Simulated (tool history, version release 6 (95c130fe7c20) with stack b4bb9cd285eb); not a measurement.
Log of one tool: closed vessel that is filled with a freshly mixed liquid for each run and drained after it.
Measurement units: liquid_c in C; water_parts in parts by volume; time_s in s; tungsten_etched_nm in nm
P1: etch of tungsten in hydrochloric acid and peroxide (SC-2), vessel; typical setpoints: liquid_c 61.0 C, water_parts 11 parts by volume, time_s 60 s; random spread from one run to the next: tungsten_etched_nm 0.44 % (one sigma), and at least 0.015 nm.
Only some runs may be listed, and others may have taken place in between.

run	hour	liquid_c	water_parts	time_s	tungsten_etched_nm
1	5.8	61.0	11	60	42.706
2	9.2	72.0	11	60	83.463
3	12.8	61.0	11	60	42.708
4	16.8	61.0	11	90	64.677
5	19.9	61.0	11	30	21.255
6	23.0	61.0	20	60	25.155
7	26.9	61.0	11	60	42.841
8	32.3	50.5	11	60	21.778
9	37.4	61.0	11	60	42.502
10	41.8	72.0	11	35	48.378
11	46.3	61.0	11	60	42.737
12	52.0	61.0	4	60	92.931
13	56.5	61.0	11	60	42.750
14	60.5	61.0	11	60	42.374

Forecast run 15:
15	64.9	61.0	11	60	?

tungsten_etched_nm: 44.893 nm
